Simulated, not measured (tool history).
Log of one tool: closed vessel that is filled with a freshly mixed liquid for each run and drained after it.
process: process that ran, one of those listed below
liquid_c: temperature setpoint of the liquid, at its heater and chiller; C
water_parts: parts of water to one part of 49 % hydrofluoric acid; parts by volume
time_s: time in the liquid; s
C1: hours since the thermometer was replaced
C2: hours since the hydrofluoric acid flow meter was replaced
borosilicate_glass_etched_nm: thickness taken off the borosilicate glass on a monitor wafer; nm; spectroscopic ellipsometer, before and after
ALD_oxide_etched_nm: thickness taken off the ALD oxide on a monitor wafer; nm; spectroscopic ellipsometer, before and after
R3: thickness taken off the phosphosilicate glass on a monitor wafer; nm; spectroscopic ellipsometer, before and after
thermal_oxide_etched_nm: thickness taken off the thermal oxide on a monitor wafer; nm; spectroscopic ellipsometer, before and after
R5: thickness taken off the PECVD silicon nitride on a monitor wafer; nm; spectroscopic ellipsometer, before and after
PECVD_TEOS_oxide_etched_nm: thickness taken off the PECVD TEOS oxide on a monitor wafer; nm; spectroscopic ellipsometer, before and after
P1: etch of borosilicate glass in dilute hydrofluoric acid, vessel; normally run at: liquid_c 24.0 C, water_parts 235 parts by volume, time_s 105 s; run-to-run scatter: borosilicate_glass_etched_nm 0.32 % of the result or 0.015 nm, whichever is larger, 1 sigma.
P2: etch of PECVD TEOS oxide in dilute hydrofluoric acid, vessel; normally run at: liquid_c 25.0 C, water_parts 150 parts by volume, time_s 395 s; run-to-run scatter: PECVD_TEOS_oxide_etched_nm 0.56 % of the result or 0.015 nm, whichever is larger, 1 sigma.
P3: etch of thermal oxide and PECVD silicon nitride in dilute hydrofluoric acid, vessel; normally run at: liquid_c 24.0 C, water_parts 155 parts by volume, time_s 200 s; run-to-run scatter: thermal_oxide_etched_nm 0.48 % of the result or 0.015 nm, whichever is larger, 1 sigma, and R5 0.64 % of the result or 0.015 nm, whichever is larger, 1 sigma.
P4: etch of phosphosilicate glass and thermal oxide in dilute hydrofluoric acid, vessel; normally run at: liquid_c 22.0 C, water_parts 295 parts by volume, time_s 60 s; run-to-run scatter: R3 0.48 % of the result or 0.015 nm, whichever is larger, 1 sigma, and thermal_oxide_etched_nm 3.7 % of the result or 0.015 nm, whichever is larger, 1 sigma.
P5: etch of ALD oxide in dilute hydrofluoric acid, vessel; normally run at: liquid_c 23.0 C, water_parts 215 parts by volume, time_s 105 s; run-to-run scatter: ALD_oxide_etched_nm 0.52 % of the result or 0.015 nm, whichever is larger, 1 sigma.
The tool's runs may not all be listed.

run 1 hour=9.2 | process=P1 liquid_c=24.0 water_parts=235 time_s=105 | C1=674.4 C2=1114.2 | borosilicate_glass_etched_nm=10.2380
run 2 hour=16.5 | process=P1 liquid_c=20.0 water_parts=235 time_s=105 | C1=681.7 C2=1121.5 | borosilicate_glass_etched_nm=8.8307
run 3 hour=26.7 | process=P5 liquid_c=23.0 water_parts=215 time_s=30 | C1=691.9 C2=1131.7 | ALD_oxide_etched_nm=2.4526
run 4 hour=33.6 | process=P1 liquid_c=24.0 water_parts=235 time_s=45 | C1=698.8 C2=1138.6 | borosilicate_glass_etched_nm=4.4029
run 5 hour=41.7 | process=P4 liquid_c=22.0 water_parts=100 time_s=60 | C1=706.9 C2=1146.7 | R3=98.276 thermal_oxide_etched_nm=2.68020
run 6 hour=47.1 | process=P5 liquid_c=27.0 water_parts=215 time_s=105 | C1=712.3 C2=1152.1 | ALD_oxide_etched_nm=9.9532
run 7 hour=56.0 | process=P5 liquid_c=23.0 water_parts=215 time_s=105 | C1=721.2 C2=1161.0 | ALD_oxide_etched_nm=8.6417
run 8 hour=67.7 | process=P1 liquid_c=24.0 water_parts=235 time_s=105 | C1=732.9 C2=1172.7 | borosilicate_glass_etched_nm=10.2910
run 9 hour=74.4 | process=P3 liquid_c=24.0 water_parts=225 time_s=200 | C1=739.6 C2=1179.4 | thermal_oxide_etched_nm=3.46720 R5=3.1521
run 10 hour=82.0 | process=P1 liquid_c=24.0 water_parts=235 time_s=105 | C1=747.2 C2=1187.0 | borosilicate_glass_etched_nm=10.3180
run 11 hour=92.8 | process=P1 liquid_c=24.0 water_parts=75 time_s=105 | C1=758.0 C2=1197.8 | borosilicate_glass_etched_nm=38.8330
run 12 hour=98.4 | process=P3 liquid_c=24.0 water_parts=155 time_s=80 | C1=763.6 C2=1203.4 | thermal_oxide_etched_nm=2.17200 R5=1.8370
run 13 hour=108.4 | process=P1 liquid_c=24.0 water_parts=350 time_s=105 | C1=773.6 C2=1213.4 | borosilicate_glass_etched_nm=6.1403
run 14 hour=119.2 | process=P3 liquid_c=18.5 water_parts=155 time_s=200 | C1=784.4 C2=1224.2 | thermal_oxide_etched_nm=4.33490 R5=3.1398
run 15 hour=129.8 | process=P1 liquid_c=24.0 water_parts=235 time_s=160 | C1=795.0 C2=1234.8 | borosilicate_glass_etched_nm=15.7780
run 16 hour=139.0 | process=P1 liquid_c=24.0 water_parts=235 time_s=105 | C1=804.2 C2=1244.0 | borosilicate_glass_etched_nm=10.3080
run 17 hour=149.5 | process=P1 liquid_c=19.5 water_parts=235 time_s=60 | C1=814.7 C2=1254.5 | borosilicate_glass_etched_nm=4.9906
run 18 hour=160.1 | process=P3 liquid_c=24.0 water_parts=155 time_s=200 | C1=825.3 C2=1265.1 | thermal_oxide_etched_nm=5.39790 R5=4.6037
run 19 hour=171.4 | process=P2 liquid_c=25.0 water_parts=150 time_s=395 | C1=836.6 C2=1276.4 | PECVD_TEOS_oxide_etched_nm=37.218
run 20 hour=183.0 | process=P1 liquid_c=24.0 water_parts=235 time_s=105 | C1=848.2 C2=1288.0 | borosilicate_glass_etched_nm=10.3010
run 21 hour=189.3 | process=P4 liquid_c=22.0 water_parts=295 time_s=60 | C1=854.5 C2=1294.3 | R3=27.130 thermal_oxide_etched_nm=0.69509
run 22 hour=195.5 | process=P5 liquid_c=23.0 water_parts=215 time_s=105 | C1=860.7 C2=1300.5 | ALD_oxide_etched_nm=8.6138
run 23 hour=204.4 | process=P2 liquid_c=25.0 water_parts=30 time_s=395 | C1=869.6 C2=1309.4 | PECVD_TEOS_oxide_etched_nm=218.590
run 24 hour=211.5 | process=P4 liquid_c=22.0 water_parts=295 time_s=30 | C1=876.7 C2=1316.5 | R3=13.583 thermal_oxide_etched_nm=0.35666
run 25 hour=219.6 | process=P2 liquid_c=25.0 water_parts=150 time_s=225 | C1=884.8 C2=1324.6 | PECVD_TEOS_oxide_etched_nm=21.129
run 26 hour=225.8 | process=P5 liquid_c=23.0 water_parts=50 time_s=105 | C1=891.0 C2=1330.8 | ALD_oxide_etched_nm=45.0220
run 27 hour=237.2 | process=P2 liquid_c=21.0 water_parts=150 time_s=395 | C1=902.4 C2=1342.2 | PECVD_TEOS_oxide_etched_nm=32.273
run 28 hour=243.5 | process=P1 liquid_c=32.0 water_parts=235 time_s=105 | C1=908.7 C2=1348.5 | borosilicate_glass_etched_nm=13.6060
run 29 hour=254.4 | process=P4 liquid_c=29.5 water_parts=295 time_s=60 | C1=919.6 C2=1359.4 | R3=35.032 thermal_oxide_etched_nm=0.93854
run 30 hour=260.9 | process=P1 liquid_c=24.0 water_parts=235 time_s=105 | C1=926.1 C2=1365.9 | borosilicate_glass_etched_nm=10.2890
run 31 hour=267.2 | process=P1 liquid_c=24.0 water_parts=235 time_s=105 | C1=932.4 C2=1372.2 | borosilicate_glass_etched_nm=10.4590
run 32 hour=277.9 | process=P1 liquid_c=24.0 water_parts=235 time_s=105 | C1=943.1 C2=1382.9 | borosilicate_glass_etched_nm=10.5640
run 33 hour=283.4 | process=P1 liquid_c=24.0 water_parts=235 time_s=105 | C1=948.6 C2=1388.4 | borosilicate_glass_etched_nm=10.6630
run 34 hour=292.9 | process=P1 liquid_c=24.0 water_parts=235 time_s=105 | C1=958.1 C2=1397.9 | borosilicate_glass_etched_nm=10.6780
run 35 hour=302.8 | process=P1 liquid_c=24.0 water_parts=235 time_s=105 | C1=968.0 C2=1407.8 | borosilicate_glass_etched_nm=10.8520
run 36 hour=314.7 | process=P1 liquid_c=24.0 water_parts=235 time_s=105 | C1=979.9 C2=1419.7 | borosilicate_glass_etched_nm=10.7800
run 37 hour=324.9 | process=P1 liquid_c=24.0 water_parts=235 time_s=105 | C1=990.1 C2=1429.9 | borosilicate_glass_etched_nm=10.9240
run 38 hour=331.4 | process=P1 liquid_c=24.0 water_parts=235 time_s=105 | C1=996.6 C2=1436.4 | borosilicate_glass_etched_nm=10.8170
run 39 hour=340.3 | process=P1 liquid_c=24.0 water_parts=235 time_s=105 | C1=1005.5 C2=1445.3 | borosilicate_glass_etched_nm=10.9060

What P1 gives has crept away from where it was. These 2 causes fit the log equally well, each at the size given:
A: hydrofluoric acid flow above the setpoint (%) = 4.42
B: liquid hotter than its thermometer reads (K) = 1.5
The creep began at about hour 260.9.

4 check runs are offered, one wafer each, their results left as question marks. Which one tells the causes apart?
run check 1 hour=349.2 | process=P2 liquid_c=25.0 water_parts=150 time_s=395 | PECVD_TEOS_oxide_etched_nm=?
run check 2 hour=349.2 | process=P4 liquid_c=22.0 water_parts=295 time_s=60 | R3=? thermal_oxide_etched_nm=?
run check 3 hour=349.2 | process=P5 liquid_c=23.0 water_parts=215 time_s=105 | ALD_oxide_etched_nm=?
run check 4 hour=349.2 | process=P3 liquid_c=24.0 water_parts=155 time_s=200 | thermal_oxide_etched_nm=? R5=?

What each check would give under each cause:
check=check_1 result=PECVD_TEOS_oxide_etched_nm if_A=39.419 if_B=39.641
check=check_2 result=R3 if_A=28.608 if_B=28.553
check=check_2 result=thermal_oxide_etched_nm if_A=0.75405 if_B=0.75258
check=check_3 result=ALD_oxide_etched_nm if_A=9.0711 if_B=9.0925
check=check_4 result=thermal_oxide_etched_nm if_A=5.67010 if_B=5.70420
check=check_4 result=R5 if_A=4.7537 if_B=5.0132
How far apart the two closest causes lie, in the result that separates them most: check 1 0.56 %; check 2 0.19 %; check 3 0.24 %; check 4 5.32 %
Check 4 tells the causes apart: in the others they would give nearly the same result.

Then check 4 was run and gave: thermal_oxide_etched_nm 5.68450 nm; R5 4.7433 nm. Which cause is it?

It is A: hydrofluoric acid flow above the setpoint (%).

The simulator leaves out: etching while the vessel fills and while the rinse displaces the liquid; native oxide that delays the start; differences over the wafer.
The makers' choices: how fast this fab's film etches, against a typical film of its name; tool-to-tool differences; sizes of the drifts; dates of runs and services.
